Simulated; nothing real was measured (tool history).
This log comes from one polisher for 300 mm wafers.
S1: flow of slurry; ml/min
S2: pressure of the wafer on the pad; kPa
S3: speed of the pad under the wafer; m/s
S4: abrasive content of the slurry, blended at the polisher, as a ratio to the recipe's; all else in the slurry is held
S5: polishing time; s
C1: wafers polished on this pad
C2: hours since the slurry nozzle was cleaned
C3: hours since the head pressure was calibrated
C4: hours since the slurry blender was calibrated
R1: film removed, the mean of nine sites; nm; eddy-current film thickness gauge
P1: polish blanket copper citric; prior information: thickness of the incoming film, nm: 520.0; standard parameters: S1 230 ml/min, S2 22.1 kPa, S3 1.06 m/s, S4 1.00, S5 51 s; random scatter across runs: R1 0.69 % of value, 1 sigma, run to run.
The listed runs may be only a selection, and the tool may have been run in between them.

run   hour   S1    S2    S3    S4  S5    C1     C2      C3     C4       R1
  1    6.3  230  22.1  1.06  1.00  51   465  272.3  1102.6  396.7  149.840
  2   13.9  230  22.1  1.66  1.00  51   534  279.9  1110.2  404.3  232.120
  3   21.8  230  22.1  1.06  1.50  51   606  287.8  1118.1  412.2  163.310
  4   28.3  230  22.1  1.06  1.00  35   665  294.3  1124.6  418.7  102.780
      30.0  -- slurry nozzle cleaned
  5   36.4  230  22.1  1.06  1.00  72   739    6.5  1132.7  426.8  208.950
  6   44.3  230  13.1  1.06  1.00  51   811   14.4  1140.6  434.7   89.166
  7   49.5  305  22.1  1.06  1.00  51   858   19.6  1145.8  439.9  153.810
  8   56.7  230  22.1  1.06  1.00  51   924   26.8  1153.0  447.1  150.380
  9   62.7  230  31.0  1.06  1.00  51   978   32.8  1159.0  453.1  209.710
 10   68.7  230  22.1  1.06  1.00  51  1033   38.8  1165.0  459.1  149.900
 11   77.2  230  22.1  1.06  1.00  51  1110   47.3  1173.5  467.6  148.200
 12   81.6  230  22.1  1.06  1.00  51  1150   51.7  1177.9  472.0  148.470
 13   88.4  230  22.1  1.06  1.00  51  1212   58.5  1184.7  478.8  149.130
 14   94.8  230  22.1  1.56  1.00  63  1270   64.9  1191.1  485.2  267.830
 15  103.3  230  22.1  1.06  0.75  51  1347   73.4  1199.6  493.7  142.050
 16  107.5  140  22.1  1.06  1.00  51  1386   77.6  1203.8  497.9  138.530
 17  116.3  230  22.1  0.68  1.00  51  1466   86.4  1212.6  506.7   95.395
 18  125.2  230  22.1  1.06  1.00  51  1547   95.3  1221.5  515.6  147.950
 19  132.9  315  22.1  1.06  0.60  51  1617  103.0  1229.2  523.3  137.400
 20  140.2  230  12.4  1.58  1.00  51  1683  110.3  1236.5  530.6  127.100
 21  147.6  230  22.1  1.06  1.00  51  1750  117.7  1243.9  538.0  146.940
 22  153.8  230  22.1  1.06  1.00  51  1807  123.9  1250.1  544.2  145.850
 23  159.0  230  22.1  1.06  1.00  51  1854  129.1  1255.3  549.4  143.700
 24  163.2  230  22.1  1.06  1.00  51  1892  133.3  1259.5  553.6  145.180
 25  171.4  230  22.1  1.06  1.00  51  1967  141.5  1267.7  561.8  140.780
 26  176.9  230  22.1  1.06  1.00  51  2017  147.0  1273.2  567.3  142.750
     180.9  -- slurry blender recalibrated
 27  182.7  230  22.1  1.06  1.00  51  2070  152.8  1279.0    1.9  142.090
 28  191.2  230  22.1  1.06  1.00  51  2147  161.3  1287.5   10.4  140.510
     191.7  -- head pressure recalibrated
 29  199.0  230  22.1  1.06  1.00  51  2218  169.1     7.3   18.2  140.900
 30  203.9  230  22.1  1.06  1.00  51  2263  174.0    12.2   23.1  139.180
 31  211.2  230  22.1  1.06  1.00  51  2329  181.3    19.5   30.4  139.300

What P1 gives has crept away from where it was. These 2 causes fit the log equally well, each at the size given:
A: slurry flow missing at the pad, % = 34.9
B: removal rate lost through wear of the pad, % = 5.92
The process output started creeping at around hour 147.6.
Every other cause this tool's parts could produce, and why it does not fit the log:
head's pressure below its setpoint, %: maintenance at hour 191.7, after the shift began, did not return the process to its former output
abrasive missing from the slurry, %: maintenance at hour 180.9, after the shift began, did not return the process to its former output

Which of the check runs below tells the causes apart, meaning the causes would give it clearly different results? Each run uses 3 wafers whose results are averaged, and each result is shown as a question mark.
check 1  218.5  230  22.1  0.72  1.00  51                   ?
check 2  218.5  230  22.1  1.06  1.30  51                   ?
check 3  218.5  230  22.1  1.56  1.00  51                   ?
check 4  218.5  145  22.1  1.06  1.00  51                   ?

Predicted outcomes, by check and by cause:
  check  result     if A     if B
check 1      R1   96.111   96.100
check 2      R1  148.320  148.300
check 3      R1  204.750  204.730
check 4      R1  126.920  131.050
How far apart the two closest causes lie, in the result that separates them most: check 1 0.01 %; check 2 0.01 %; check 3 0.01 %; check 4 3.21 %
Only in check 4 would the causes give clearly different results; in the remaining checks their results would be nearly the same.

Then check 4 was run and gave: R1 131.030 nm. Which cause is it?

The cause is B: removal rate lost through wear of the pad, %.

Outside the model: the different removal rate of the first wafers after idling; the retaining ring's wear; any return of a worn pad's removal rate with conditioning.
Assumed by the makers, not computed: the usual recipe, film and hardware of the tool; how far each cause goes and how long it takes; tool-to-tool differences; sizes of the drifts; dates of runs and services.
